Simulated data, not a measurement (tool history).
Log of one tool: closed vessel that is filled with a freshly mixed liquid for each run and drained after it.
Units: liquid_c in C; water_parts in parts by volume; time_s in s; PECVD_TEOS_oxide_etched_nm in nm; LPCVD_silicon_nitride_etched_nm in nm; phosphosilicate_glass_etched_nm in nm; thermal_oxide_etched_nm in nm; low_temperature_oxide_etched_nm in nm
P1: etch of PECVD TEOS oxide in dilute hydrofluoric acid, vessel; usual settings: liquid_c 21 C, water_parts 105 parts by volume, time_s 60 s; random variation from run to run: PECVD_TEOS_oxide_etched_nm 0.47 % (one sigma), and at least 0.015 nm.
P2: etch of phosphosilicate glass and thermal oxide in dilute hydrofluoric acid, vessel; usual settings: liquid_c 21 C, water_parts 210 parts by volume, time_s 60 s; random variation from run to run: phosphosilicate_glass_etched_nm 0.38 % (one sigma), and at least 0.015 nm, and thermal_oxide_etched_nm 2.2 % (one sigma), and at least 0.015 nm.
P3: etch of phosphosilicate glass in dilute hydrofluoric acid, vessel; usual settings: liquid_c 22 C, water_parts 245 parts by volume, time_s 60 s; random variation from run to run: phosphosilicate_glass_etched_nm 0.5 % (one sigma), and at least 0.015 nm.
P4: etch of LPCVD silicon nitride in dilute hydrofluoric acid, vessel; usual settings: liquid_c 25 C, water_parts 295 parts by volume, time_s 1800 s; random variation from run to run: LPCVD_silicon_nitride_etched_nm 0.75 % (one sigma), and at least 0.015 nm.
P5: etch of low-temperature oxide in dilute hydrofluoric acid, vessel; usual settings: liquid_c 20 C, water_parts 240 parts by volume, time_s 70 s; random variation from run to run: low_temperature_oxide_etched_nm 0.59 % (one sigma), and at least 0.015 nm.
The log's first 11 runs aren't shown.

| run | day | process | liquid_c | water_parts | time_s | hours since the thermometer was replaced | hours since the hydrofluoric acid flow meter was replaced | PECVD_TEOS_oxide_etched_nm | LPCVD_silicon_nitride_etched_nm | phosphosilicate_glass_etched_nm | thermal_oxide_etched_nm | low_temperature_oxide_etched_nm |
|---|---|---|---|---|---|---|---|---|---|---|---|---|
| 12 | 2.75 | P1 | 21 | 105 | 60 | 1062.4 | 268.1 | 10.876 |  |  |  |  |
| 13 | 2.996 | P5 | 17 | 240 | 70 | 1068.3 | 274 |  |  |  |  | 4.0318 |
| 14 | 3.279 | P3 | 17 | 245 | 60 | 1075.1 | 280.8 |  |  | 22.639 |  |  |
| 15 | 3.479 | P1 | 17 | 155 | 60 | 1079.9 | 285.6 | 5.9659 |  |  |  |  |
| 16 | 3.729 | P1 | 21 | 105 | 60 | 1085.9 | 291.6 | 10.927 |  |  |  |  |
| 17 | 3.975 | P4 | 25 | 45 | 1800 | 1091.8 | 297.5 |  | 22.403 |  |  |  |
| 18 | 4.212 | P2 | 29 | 210 | 60 | 1097.5 | 303.2 |  |  | 60.274 | 1.4471 |  |
|  | 4.308 | hydrofluoric acid flow meter replaced |
| 19 | 4.467 | P1 | 21 | 105 | 60 | 1103.6 | 3.8 | 10.925 |  |  |  |  |
| 20 | 4.65 | P1 | 21 | 35 | 60 | 1108 | 8.2 | 35.122 |  |  |  |  |
| 21 | 4.862 | P3 | 22 | 245 | 110 | 1113.1 | 13.3 |  |  | 50.212 |  |  |
| 22 | 5.046 | P1 | 21 | 105 | 30 | 1117.5 | 17.7 | 5.4457 |  |  |  |  |
| 23 | 5.188 | P1 | 21 | 185 | 60 | 1120.9 | 21.1 | 5.6625 |  |  |  |  |
| 24 | 5.442 | P3 | 22 | 110 | 60 | 1127 | 27.2 |  |  | 70.499 |  |  |
| 25 | 5.662 | P3 | 22 | 245 | 60 | 1132.3 | 32.5 |  |  | 27.265 |  |  |
| 26 | 5.821 | P5 | 20 | 240 | 70 | 1136.1 | 36.3 |  |  |  |  | 4.5324 |
| 27 | 6.012 | P5 | 20 | 70 | 70 | 1140.7 | 40.9 |  |  |  |  | 18.374 |
| 28 | 6.154 | P2 | 21 | 210 | 60 | 1144.1 | 44.3 |  |  | 44.735 | 1.0583 |  |
| 29 | 6.446 | P1 | 21 | 105 | 60 | 1151.1 | 51.3 | 10.836 |  |  |  |  |
| 30 | 6.646 | P1 | 21 | 105 | 60 | 1155.9 | 56.1 | 10.608 |  |  |  |  |
| 31 | 6.846 | P1 | 21 | 105 | 60 | 1160.7 | 60.9 | 10.394 |  |  |  |  |
| 32 | 7.108 | P1 | 21 | 105 | 60 | 1167 | 67.2 | 10.227 |  |  |  |  |
| 33 | 7.258 | P1 | 21 | 105 | 60 | 1170.6 | 70.8 | 10.254 |  |  |  |  |
| 34 | 7.458 | P1 | 21 | 105 | 60 | 1175.4 | 75.6 | 10.15 |  |  |  |  |
| 35 | 7.596 | P1 | 21 | 105 | 60 | 1178.7 | 78.9 | 10.222 |  |  |  |  |

The next listed run, before its measurement:
| 36 | 7.796 | P1 | 21 | 105 | 60 | 1183.5 | 83.7 | ? |  |  |  |  |

Run 36 gave PECVD_TEOS_oxide_etched_nm 10.187 nm.

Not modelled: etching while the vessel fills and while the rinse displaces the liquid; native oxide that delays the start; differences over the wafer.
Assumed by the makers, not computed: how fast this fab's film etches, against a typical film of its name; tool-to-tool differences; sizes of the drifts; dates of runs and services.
